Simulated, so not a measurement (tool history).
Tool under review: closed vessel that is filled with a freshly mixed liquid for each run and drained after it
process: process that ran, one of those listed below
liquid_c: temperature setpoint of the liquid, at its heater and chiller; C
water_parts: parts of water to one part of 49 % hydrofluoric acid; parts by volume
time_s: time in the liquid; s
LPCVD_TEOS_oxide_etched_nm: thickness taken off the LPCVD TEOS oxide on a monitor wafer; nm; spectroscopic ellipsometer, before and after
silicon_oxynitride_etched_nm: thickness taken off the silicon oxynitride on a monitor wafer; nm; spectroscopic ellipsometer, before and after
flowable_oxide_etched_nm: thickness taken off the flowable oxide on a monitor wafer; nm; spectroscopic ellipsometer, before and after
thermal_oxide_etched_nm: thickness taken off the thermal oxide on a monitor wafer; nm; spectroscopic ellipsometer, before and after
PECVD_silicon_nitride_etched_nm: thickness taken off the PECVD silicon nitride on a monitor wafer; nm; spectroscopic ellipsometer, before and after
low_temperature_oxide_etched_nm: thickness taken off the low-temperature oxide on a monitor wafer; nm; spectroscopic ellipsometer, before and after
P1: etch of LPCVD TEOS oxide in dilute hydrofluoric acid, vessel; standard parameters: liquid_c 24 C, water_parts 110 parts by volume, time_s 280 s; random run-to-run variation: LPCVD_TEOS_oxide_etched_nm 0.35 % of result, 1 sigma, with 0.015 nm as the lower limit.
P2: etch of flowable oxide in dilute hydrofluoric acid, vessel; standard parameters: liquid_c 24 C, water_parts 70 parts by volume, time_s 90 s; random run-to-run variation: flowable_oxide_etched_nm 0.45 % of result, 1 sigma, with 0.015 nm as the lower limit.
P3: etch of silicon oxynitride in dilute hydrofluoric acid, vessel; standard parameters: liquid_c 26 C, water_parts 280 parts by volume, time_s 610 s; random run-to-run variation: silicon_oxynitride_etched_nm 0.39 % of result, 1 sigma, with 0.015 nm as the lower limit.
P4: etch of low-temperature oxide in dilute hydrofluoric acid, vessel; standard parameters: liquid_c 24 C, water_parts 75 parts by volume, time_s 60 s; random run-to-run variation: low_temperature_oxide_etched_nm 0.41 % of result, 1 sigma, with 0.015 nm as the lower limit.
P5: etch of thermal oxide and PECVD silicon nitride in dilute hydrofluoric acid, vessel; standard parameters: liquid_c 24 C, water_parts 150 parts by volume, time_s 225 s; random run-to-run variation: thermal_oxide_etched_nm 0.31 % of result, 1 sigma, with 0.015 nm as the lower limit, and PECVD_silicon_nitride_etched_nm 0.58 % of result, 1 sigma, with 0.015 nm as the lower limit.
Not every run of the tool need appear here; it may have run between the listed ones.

run     day  process  liquid_c  water_parts  time_s  hours since the thermometer was replaced  hours since the hydrofluoric acid flow meter was replaced  LPCVD_TEOS_oxide_etched_nm  silicon_oxynitride_etched_nm  flowable_oxide_etched_nm  thermal_oxide_etched_nm  PECVD_silicon_nitride_etched_nm  low_temperature_oxide_etched_nm
  1   0.367       P1        24          110     280                                     532.6                                                      157.8                      43.146
  2   0.812       P3        26          280     610                                     543.3                                                      168.5                                                    8.8849
  3   1.229       P1        32          110     280                                     553.3                                                      178.5                      58.936
  4   1.533       P2        32           70      90                                     560.6                                                      185.8                                                                              65.876
  5   1.896       P2        24           70     180                                     569.3                                                      194.5                                                                              97.048
  6   2.262       P2        24           70      90                                     578.1                                                      203.3                                                                              48.346
  7   2.488       P1        17          110     280                                     583.5                                                      208.7                      32.439
  8   2.875       P3        26          280    1190                                     592.8                                                        218                                                    17.431
  9   3.242       P5        24          265     225                                     601.6                                                      226.8                                                                                                       3.2273                            2.737
 10   3.479       P1        24          110     280                                     607.3                                                      232.5                       43.42
 11   3.788       P5        24          150     330                                     614.7                                                      239.9                                                                                                       9.5021                           7.0122
 12       4       P1        24          190      70                                     619.8                                                        245                      5.7136
 13   4.212       P1        30          110     145                                     624.9                                                      250.1                      28.099
 14   4.433       P4        24           75      60                                     630.2                                                      255.4                                                                                                                                                                         24.755
 15   4.788       P4        24           20      60                                     638.7                                                      263.9                                                                                                                                                                         99.589
 16   5.129       P2        24           25      90                                     646.9                                                      272.1                                                                              144.73
 17   5.362       P4        24           75      30                                     652.5                                                      277.7                                                                                                                                                                         12.449
 18   5.692       P1        24          110     280                                     660.4                                                      285.6                      43.039
 19   6.079       P3      31.5          280     610                                     669.7                                                      294.9                                                    11.059
 20   6.392       P5        24          150     225                                     677.2                                                      302.4                                                                                                       6.4924                           4.8177
 21   6.754       P1        24          110     490                                     685.9                                                      311.1                      75.237
 22   6.992       P4      30.5           75      60                                     691.6                                                      316.8                                                                                                                                                                         32.012
 23   7.408       P1        24           70     280                                     701.6                                                      326.8                      71.895
 24   7.833       P1        24          110      40                                     711.8                                                        337                      6.1517
 25   8.179       P2        24           70      90                                     720.1                                                      345.3                                                                              48.589
 26     8.6       P1        24          110     280                                     730.2                                                      355.4                      43.279
 27   9.008       P3        26          115     610                                       740                                                      365.2                                                    24.565
 28     9.3       P4        24           75      60                                       747                                                      372.2                                                                                                                                                                         24.729
 29    9.65       P3        26          280     610                                     755.4                                                      380.6                                                    8.9185
 30   9.879       P1        24          110     280                                     760.9                                                      386.1                      43.188
 31  10.129       P1        24          110     280                                     766.9                                                      392.1                      43.061
 32  10.467       P5        19          150     225                                       775                                                      400.2                                                                                                       5.3355                           3.4876
 33  10.758       P5        24          150     225                                       782                                                      407.2                                                                                                       6.4301                           4.8494
 34  11.217       P1        24          195     280                                       793                                                      418.2                       22.05
 35  11.492       P1        24          110     280                                     799.6                                                      424.8                       43.23
 36  11.888       P1        24          110     280                                     809.1                                                      434.3                      42.495
 37  12.283       P1        24          110     280                                     818.6                                                      443.8                      41.631
 38  12.688       P1        24          110     280                                     828.3                                                      453.5                      41.284
 39  12.908       P1        24          110     280                                     833.6                                                      458.8                      41.003
 40  13.267       P1        24          110     280                                     842.2                                                      467.4                       40.72
 41  13.696       P1        24          110     280                                     852.5                                                      477.7                      40.884
 42  14.117       P1        24          110     280                                     862.6                                                      487.8                       40.48
 43  14.492       P1        24          110     280                                     871.6                                                      496.8                      40.434
 44  14.712       P1        24          110     280                                     876.9                                                      502.1                      40.559
 45  15.004       P1        24          110     280                                     883.9                                                      509.1                      40.805
 46  15.233       P1        24          110     280                                     889.4                                                      514.6                      40.679

Something has made what P1 gives creep away from where it was; the 2 causes below, each at its own stated size, fit the log equally well:
A: liquid colder than its thermometer reads (K) = 1.56
B: hydrofluoric acid flow below the setpoint (%) = 5.27
Onset of the creep was near day 11.492.

Which of the 4 check runs listed below, each an average over 2 wafers with its results shown as question marks, gives clearly different results under the different listed causes?
check 1  15.462       P4        24           50      60                                                                                                                                                                                                                                                                                   ?
check 2  15.462       P2        27           70      90                                                                                                                                                                                        ?
check 3  15.462       P5        19          255     225                                                                                                                                                                                                                 ?                                ?
check 4  15.462       P3        31          280     610                                                                                                                                                              ?

How each check would come out, cause by cause:
  check                           result    if A    if B
check 1  low_temperature_oxide_etched_nm  36.011  36.257
check 2         flowable_oxide_etched_nm  51.412  51.545
check 3          thermal_oxide_etched_nm  2.6581  2.6386
check 3  PECVD_silicon_nitride_etched_nm  1.8711  1.9673
check 4     silicon_oxynitride_etched_nm  10.247  10.196
Minimum pairwise separation of causes per check, each pair taken at its best-separating result: check 1 0.68 %; check 2 0.26 %; check 3 5.01 %; check 4 0.5 %
Only in check 3 would the causes give clearly different results; in the remaining checks their results would be nearly the same.

Check 3 was then run and gave: thermal_oxide_etched_nm 2.6382 nm; PECVD_silicon_nitride_etched_nm 1.9862 nm. Which cause is it?

B is the cause: hydrofluoric acid flow below the setpoint (%).
